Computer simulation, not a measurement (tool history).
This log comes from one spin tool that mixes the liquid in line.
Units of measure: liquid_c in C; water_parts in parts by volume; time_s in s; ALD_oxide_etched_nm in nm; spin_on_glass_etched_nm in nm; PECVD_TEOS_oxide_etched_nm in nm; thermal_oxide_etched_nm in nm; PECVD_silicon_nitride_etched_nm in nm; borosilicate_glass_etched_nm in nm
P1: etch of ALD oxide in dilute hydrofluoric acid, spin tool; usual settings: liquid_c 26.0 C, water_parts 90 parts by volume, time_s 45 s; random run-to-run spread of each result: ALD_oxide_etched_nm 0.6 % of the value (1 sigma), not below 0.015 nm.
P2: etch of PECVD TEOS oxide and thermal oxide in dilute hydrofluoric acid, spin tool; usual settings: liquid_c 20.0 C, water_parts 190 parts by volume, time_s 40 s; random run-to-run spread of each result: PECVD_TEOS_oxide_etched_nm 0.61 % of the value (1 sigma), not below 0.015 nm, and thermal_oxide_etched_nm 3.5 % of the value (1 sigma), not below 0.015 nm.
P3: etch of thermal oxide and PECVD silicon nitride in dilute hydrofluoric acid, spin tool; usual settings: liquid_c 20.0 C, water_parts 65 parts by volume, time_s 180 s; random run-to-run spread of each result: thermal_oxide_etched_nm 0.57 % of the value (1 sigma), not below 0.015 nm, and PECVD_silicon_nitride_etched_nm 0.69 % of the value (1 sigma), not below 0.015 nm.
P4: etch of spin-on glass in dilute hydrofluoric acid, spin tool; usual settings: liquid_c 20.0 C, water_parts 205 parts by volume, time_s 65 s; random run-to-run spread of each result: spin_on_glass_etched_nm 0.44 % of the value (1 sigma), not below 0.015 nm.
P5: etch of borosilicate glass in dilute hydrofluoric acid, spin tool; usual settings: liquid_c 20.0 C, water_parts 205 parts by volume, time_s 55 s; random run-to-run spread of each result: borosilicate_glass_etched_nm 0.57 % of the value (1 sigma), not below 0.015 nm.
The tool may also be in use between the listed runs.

run,day,process,liquid_c,water_parts,time_s,hours since the thermometer was replaced,hours since the hydrofluoric acid flow meter was replaced,ALD_oxide_etched_nm,spin_on_glass_etched_nm,PECVD_TEOS_oxide_etched_nm,thermal_oxide_etched_nm,PECVD_silicon_nitride_etched_nm,borosilicate_glass_etched_nm
1,0.171,P1,26.0,90,45,212.8,436.1,5.9431,,,,,
2,0.362,P1,26.0,90,20,217.4,440.7,2.6832,,,,,
3,0.588,P4,20.0,205,65,222.8,446.1,,9.1275,,,,
4,0.804,P1,26.0,90,80,228.0,451.3,10.5550,,,,,
5,1.000,P4,17.0,205,65,232.7,456.0,,8.0661,,,,
6,1.150,P1,26.0,90,45,236.3,459.6,6.0016,,,,,
7,1.383,P4,20.0,205,30,241.9,465.2,,4.2020,,,,
8,1.525,P2,20.0,190,40,245.3,468.6,,,4.5900,0.76383,,
9,1.729,P1,31.5,90,75,250.2,473.5,12.3360,,,,,
10,1.850,P1,18.0,90,45,253.1,476.4,4.3093,,,,,
11,2.042,P1,26.0,30,70,257.7,481.0,30.5740,,,,,
12,2.246,P3,20.0,65,180,262.6,485.9,,,,11.45800,3.8100,
13,2.492,P3,20.0,100,180,268.5,491.8,,,,7.20230,2.4878,
14,2.729,P2,20.0,190,70,274.2,497.5,,,7.9841,1.29310,,
15,3.000,P1,21.5,90,20,280.7,504.0,2.1970,,,,,
16,3.225,P2,20.0,70,40,286.1,509.4,,,14.1180,2.35720,,
17,3.429,P5,17.0,205,55,291.0,514.3,,,,,,4.6601
18,3.642,P3,20.0,65,180,296.1,519.4,,,,11.35300,3.8417,
19,3.871,P1,26.0,35,45,301.6,524.9,16.5260,,,,,
# day 4.017: hydrofluoric acid flow meter replaced
20,4.050,P2,20.0,190,40,305.9,0.8,,,4.6150,0.81136,,
21,4.267,P1,26.0,90,45,311.1,6.0,6.0292,,,,,
22,4.496,P5,20.0,205,80,316.6,11.5,,,,,,7.4484
23,4.646,P5,20.0,350,55,320.2,15.1,,,,,,2.6307
24,4.796,P3,20.0,65,360,323.8,18.7,,,,22.99800,7.6607,
25,5.029,P1,26.0,90,45,329.4,24.3,5.9566,,,,,
26,5.225,P1,26.0,125,45,334.1,29.0,4.0598,,,,,
27,5.354,P4,20.0,65,65,337.2,32.1,,33.2060,,,,
28,5.600,P3,25.5,65,180,343.1,38.0,,,,14.54400,5.5512,
29,5.792,P5,20.0,205,55,347.7,42.6,,,,,,5.1480
30,5.992,P2,17.0,190,40,352.5,47.4,,,4.0614,0.62858,,
31,6.129,P1,26.0,90,45,355.8,50.7,5.9691,,,,,
32,6.275,P1,34.0,90,45,359.3,54.2,8.1696,,,,,
33,6.517,P1,26.0,90,45,365.1,60.0,5.8941,,,,,
34,6.638,P1,26.0,90,45,368.0,62.9,6.0703,,,,,
35,6.804,P1,26.0,90,45,372.0,66.9,6.1340,,,,,
36,6.929,P1,26.0,90,45,375.0,69.9,6.2765,,,,,
37,7.200,P1,26.0,90,45,381.5,76.4,6.3730,,,,,
38,7.438,P1,26.0,90,45,387.2,82.1,6.4183,,,,,
39,7.671,P1,26.0,90,45,392.8,87.7,6.4079,,,,,
40,7.942,P1,26.0,90,45,399.3,94.2,6.4607,,,,,
41,8.162,P1,26.0,90,45,404.6,99.5,6.4017,,,,,
42,8.342,P1,26.0,90,45,408.9,103.8,6.3863,,,,,

Run 43 comes next. What will it give?
43,8.492,P1,26.0,90,45,412.5,107.4,?,,,,,

{"run 43": {"ALD_oxide_etched_nm": 6.3825}}
